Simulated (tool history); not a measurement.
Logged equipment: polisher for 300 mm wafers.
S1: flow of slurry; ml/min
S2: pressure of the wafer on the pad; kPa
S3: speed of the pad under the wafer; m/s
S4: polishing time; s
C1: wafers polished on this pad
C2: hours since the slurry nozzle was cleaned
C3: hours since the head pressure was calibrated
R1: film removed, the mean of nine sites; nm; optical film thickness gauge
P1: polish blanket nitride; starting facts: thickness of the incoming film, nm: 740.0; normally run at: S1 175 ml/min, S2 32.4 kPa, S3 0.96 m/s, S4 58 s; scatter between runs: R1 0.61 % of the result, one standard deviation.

{"run": 1, "hour": 8.1, "S1": 175, "S2": 32.4, "S3": 0.96, "S4": 58, "C1": 230, "C2": 126.9, "C3": 157.4, "R1": 119.51}
{"run": 2, "hour": 14.2, "S1": 175, "S2": 32.4, "S3": 0.96, "S4": 78, "C1": 284, "C2": 133, "C3": 163.5, "R1": 159.77}
{"run": 3, "hour": 21.4, "S1": 105, "S2": 32.4, "S3": 0.96, "S4": 58, "C1": 347, "C2": 140.2, "C3": 170.7, "R1": 108.55}
{"run": 4, "hour": 28.1, "S1": 175, "S2": 32.4, "S3": 0.44, "S4": 58, "C1": 406, "C2": 146.9, "C3": 177.4, "R1": 63.91}
{"run": 5, "hour": 36.1, "S1": 175, "S2": 40, "S3": 0.74, "S4": 58, "C1": 476, "C2": 154.9, "C3": 185.4, "R1": 118.46}
{"run": 6, "hour": 42.9, "S1": 175, "S2": 32.4, "S3": 0.96, "S4": 26, "C1": 535, "C2": 161.7, "C3": 192.2, "R1": 53.412}
{"run": 7, "hour": 50.1, "S1": 175, "S2": 32.4, "S3": 1.46, "S4": 58, "C1": 599, "C2": 168.9, "C3": 199.4, "R1": 166.06}
{"run": 8, "hour": 57.4, "S1": 175, "S2": 16.5, "S3": 0.96, "S4": 58, "C1": 663, "C2": 176.2, "C3": 206.7, "R1": 60.353}
{"run": 9, "hour": 62.6, "S1": 175, "S2": 32.4, "S3": 0.96, "S4": 58, "C1": 708, "C2": 181.4, "C3": 211.9, "R1": 118.76}
{"hour": 66.5, "done": "worn pad replaced by a new one"}
{"run": 10, "hour": 70.8, "S1": 225, "S2": 47.6, "S3": 0.96, "S4": 58, "C1": 37, "C2": 189.6, "C3": 220.1, "R1": 178.79}
{"run": 11, "hour": 80.2, "S1": 175, "S2": 32.4, "S3": 0.96, "S4": 58, "C1": 120, "C2": 199, "C3": 229.5, "R1": 118.88}
{"run": 12, "hour": 86.6, "S1": 175, "S2": 50.3, "S3": 0.96, "S4": 58, "C1": 176, "C2": 205.4, "C3": 235.9, "R1": 185.07}
{"run": 13, "hour": 92.8, "S1": 175, "S2": 32.4, "S3": 0.96, "S4": 58, "C1": 230, "C2": 211.6, "C3": 242.1, "R1": 119.62}
{"run": 14, "hour": 100.2, "S1": 230, "S2": 32.4, "S3": 0.96, "S4": 58, "C1": 295, "C2": 219, "C3": 249.5, "R1": 123.03}
{"run": 15, "hour": 108.8, "S1": 175, "S2": 32.4, "S3": 0.96, "S4": 58, "C1": 371, "C2": 227.6, "C3": 258.1, "R1": 118.04}
{"run": 16, "hour": 118.1, "S1": 175, "S2": 32.4, "S3": 0.96, "S4": 58, "C1": 452, "C2": 236.9, "C3": 267.4, "R1": 115.91}
{"run": 17, "hour": 125.1, "S1": 175, "S2": 32.4, "S3": 0.96, "S4": 58, "C1": 514, "C2": 243.9, "C3": 274.4, "R1": 114.27}
{"run": 18, "hour": 132.9, "S1": 175, "S2": 32.4, "S3": 0.96, "S4": 58, "C1": 582, "C2": 251.7, "C3": 282.2, "R1": 113.29}
{"run": 19, "hour": 139.4, "S1": 175, "S2": 32.4, "S3": 0.96, "S4": 58, "C1": 639, "C2": 258.2, "C3": 288.7, "R1": 113.06}
{"hour": 143.9, "done": "worn pad replaced by a new one"}
{"run": 20, "hour": 145.1, "S1": 175, "S2": 32.4, "S3": 0.96, "S4": 58, "C1": 10, "C2": 263.9, "C3": 294.4, "R1": 112.34}
{"run": 21, "hour": 152.3, "S1": 175, "S2": 32.4, "S3": 0.96, "S4": 58, "C1": 73, "C2": 271.1, "C3": 301.6, "R1": 113.58}
{"run": 22, "hour": 158.7, "S1": 175, "S2": 32.4, "S3": 0.96, "S4": 58, "C1": 130, "C2": 277.5, "C3": 308, "R1": 113.13}
{"run": 23, "hour": 165.0, "S1": 175, "S2": 32.4, "S3": 0.96, "S4": 58, "C1": 185, "C2": 283.8, "C3": 314.3, "R1": 111.93}

P1 no longer gives what it gave before; its output has crept away from where it was. The following 2 causes, each at its listed size, fit the log equally well:
A: slurry flow missing at the pad, % = 27.9
B: head's pressure below its setpoint, % = 5.61
The onset of the drift is placed at about hour 108.8.
Ruled out, with reasons:
removal rate lost through wear of the pad, %: serviced at hour 143.9, after the drift had started, without restoring the earlier output

Each of the check runs listed below is run on 2 wafers and reports their average, with the results left as question marks. Pick the one under which the possible causes would lead to clearly different results.
{"run": "check 1", "hour": 171.3, "S1": 175, "S2": 32.4, "S3": 0.96, "S4": 33, "R1": "?"}
{"run": "check 2", "hour": 171.3, "S1": 175, "S2": 49.6, "S3": 1.42, "S4": 58, "R1": "?"}
{"run": "check 3", "hour": 171.3, "S1": 105, "S2": 32.4, "S3": 0.96, "S4": 58, "R1": "?"}
{"run": "check 4", "hour": 171.3, "S1": 175, "S2": 26.2, "S3": 0.5, "S4": 58, "R1": "?"}

Check results expected under each cause:
check=check_1 result=R1 if_A=63.788 if_B=63.795
check=check_2 result=R1 if_A=234.91 if_B=234.93
check=check_3 result=R1 if_A=98.229 if_B=101.59
check=check_4 result=R1 if_A=53.79 if_B=53.795
How far apart the two closest causes lie, in the result that separates them most: check 1 0.01 %; check 2 0.01 %; check 3 3.36 %; check 4 0.01 %
The causes can be told apart only by check 3. The other checks would give nearly the same results under each of them.

Here is what check 3 returned: R1 101.18 nm. Which cause is it?

The cause is B: head's pressure below its setpoint, %.
